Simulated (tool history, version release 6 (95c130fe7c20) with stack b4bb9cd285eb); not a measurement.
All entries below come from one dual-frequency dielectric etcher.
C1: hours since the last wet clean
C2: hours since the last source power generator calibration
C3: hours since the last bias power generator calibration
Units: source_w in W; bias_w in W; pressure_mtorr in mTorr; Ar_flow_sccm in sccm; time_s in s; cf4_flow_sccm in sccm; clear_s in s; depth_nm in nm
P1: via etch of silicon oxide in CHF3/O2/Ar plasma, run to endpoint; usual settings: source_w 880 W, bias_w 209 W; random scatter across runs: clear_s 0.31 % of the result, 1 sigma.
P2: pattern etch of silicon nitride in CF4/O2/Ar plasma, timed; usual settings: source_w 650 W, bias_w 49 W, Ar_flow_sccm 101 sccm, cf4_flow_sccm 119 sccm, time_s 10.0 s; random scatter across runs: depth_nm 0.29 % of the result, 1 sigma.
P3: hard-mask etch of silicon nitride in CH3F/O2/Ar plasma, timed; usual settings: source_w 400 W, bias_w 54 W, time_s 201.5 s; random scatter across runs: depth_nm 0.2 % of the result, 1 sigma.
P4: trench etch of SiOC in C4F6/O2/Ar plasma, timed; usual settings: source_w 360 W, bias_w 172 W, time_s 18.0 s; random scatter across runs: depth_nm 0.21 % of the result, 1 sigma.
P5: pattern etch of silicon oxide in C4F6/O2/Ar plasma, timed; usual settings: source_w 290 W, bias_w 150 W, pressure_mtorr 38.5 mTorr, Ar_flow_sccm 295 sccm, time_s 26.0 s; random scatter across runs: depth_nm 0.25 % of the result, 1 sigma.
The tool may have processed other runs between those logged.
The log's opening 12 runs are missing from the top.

Run 13, hour 94.8: process P2, source_w 650 W, bias_w 30 W, Ar_flow_sccm 101 sccm, time_s 10.0 s, cf4_flow_sccm 119 sccm; C1 193.8; C2 1769.0; C3 1897.7. Result: depth_nm 20.966 nm.
Run 14, hour 100.2: process P5, source_w 190 W, bias_w 150 W, pressure_mtorr 38.5 mTorr, Ar_flow_sccm 295 sccm, time_s 26.0 s; C1 199.2; C2 1774.4; C3 1903.1. Result: depth_nm 54.782 nm.
Run 15, hour 108.8: process P4, source_w 360 W, bias_w 172 W, time_s 12.5 s; C1 207.8; C2 1783.0; C3 1911.7. Result: depth_nm 24.286 nm.
Run 16, hour 114.5: process P1, source_w 640 W, bias_w 253 W; C1 213.5; C2 1788.7; C3 1917.4. Result: clear_s 311.54 s.
Run 17, hour 118.7: process P1, source_w 880 W, bias_w 157 W; C1 217.7; C2 1792.9; C3 1921.6. Result: clear_s 324.38 s.
At hour 124.8: wet clean of the chamber.
Run 18, hour 124.8: process P4, source_w 220 W, bias_w 172 W, time_s 18.0 s; C1 0.0; C2 1799.0; C3 1927.7. Result: depth_nm 28.912 nm.
Run 19, hour 130.1: process P5, source_w 290 W, bias_w 150 W, pressure_mtorr 38.5 mTorr, Ar_flow_sccm 361 sccm, time_s 26.0 s; C1 5.3; C2 1804.3; C3 1933.0. Result: depth_nm 63.287 nm.
Run 20, hour 138.8: process P2, source_w 650 W, bias_w 49 W, Ar_flow_sccm 101 sccm, time_s 5.5 s, cf4_flow_sccm 119 sccm; C1 14.0; C2 1813.0; C3 1941.7. Result: depth_nm 13.592 nm.
Run 21, hour 143.1: process P1, source_w 880 W, bias_w 209 W; C1 18.3; C2 1817.3; C3 1946.0. Result: clear_s 296.03 s.
Run 22, hour 150.8: process P3, source_w 400 W, bias_w 54 W, time_s 135.5 s; C1 26.0; C2 1825.0; C3 1953.7. Result: depth_nm 87.571 nm.
Run 23, hour 155.7: process P2, source_w 650 W, bias_w 49 W, Ar_flow_sccm 101 sccm, time_s 10.0 s, cf4_flow_sccm 119 sccm; C1 30.9; C2 1829.9; C3 1958.6. Result: depth_nm 24.712 nm.
At hour 157.8: source power generator calibrated.
Run 24, hour 163.4: process P2, source_w 650 W, bias_w 49 W, Ar_flow_sccm 82 sccm, time_s 10.0 s, cf4_flow_sccm 119 sccm; C1 38.6; C2 5.7; C3 1966.3. Result: depth_nm 25.354 nm.
Run 25, hour 170.6: process P5, source_w 290 W, bias_w 150 W, pressure_mtorr 38.5 mTorr, Ar_flow_sccm 295 sccm, time_s 17.0 s; C1 45.8; C2 12.9; C3 1973.5. Result: depth_nm 42.553 nm.
Run 26, hour 178.8: process P2, source_w 500 W, bias_w 49 W, Ar_flow_sccm 101 sccm, time_s 10.0 s, cf4_flow_sccm 119 sccm; C1 54.0; C2 21.1; C3 1981.7. Result: depth_nm 19.615 nm.
Run 27, hour 184.6: process P5, source_w 290 W, bias_w 150 W, pressure_mtorr 38.5 mTorr, Ar_flow_sccm 295 sccm, time_s 26.0 s; C1 59.8; C2 26.9; C3 1987.5. Result: depth_nm 64.501 nm.
Run 28, hour 189.2: process P4, source_w 360 W, bias_w 235 W, time_s 18.0 s; C1 64.4; C2 31.5; C3 1992.1. Result: depth_nm 38.703 nm.

Run 29 comes next. What will it give?
Run 29, hour 198.3: process P2, source_w 650 W, bias_w 49 W, Ar_flow_sccm 101 sccm, time_s 10.0 s, cf4_flow_sccm 73 sccm; C1 73.5; C2 40.6; C3 2001.2. Result: depth_nm ?.

depth_nm: 23.335 nm
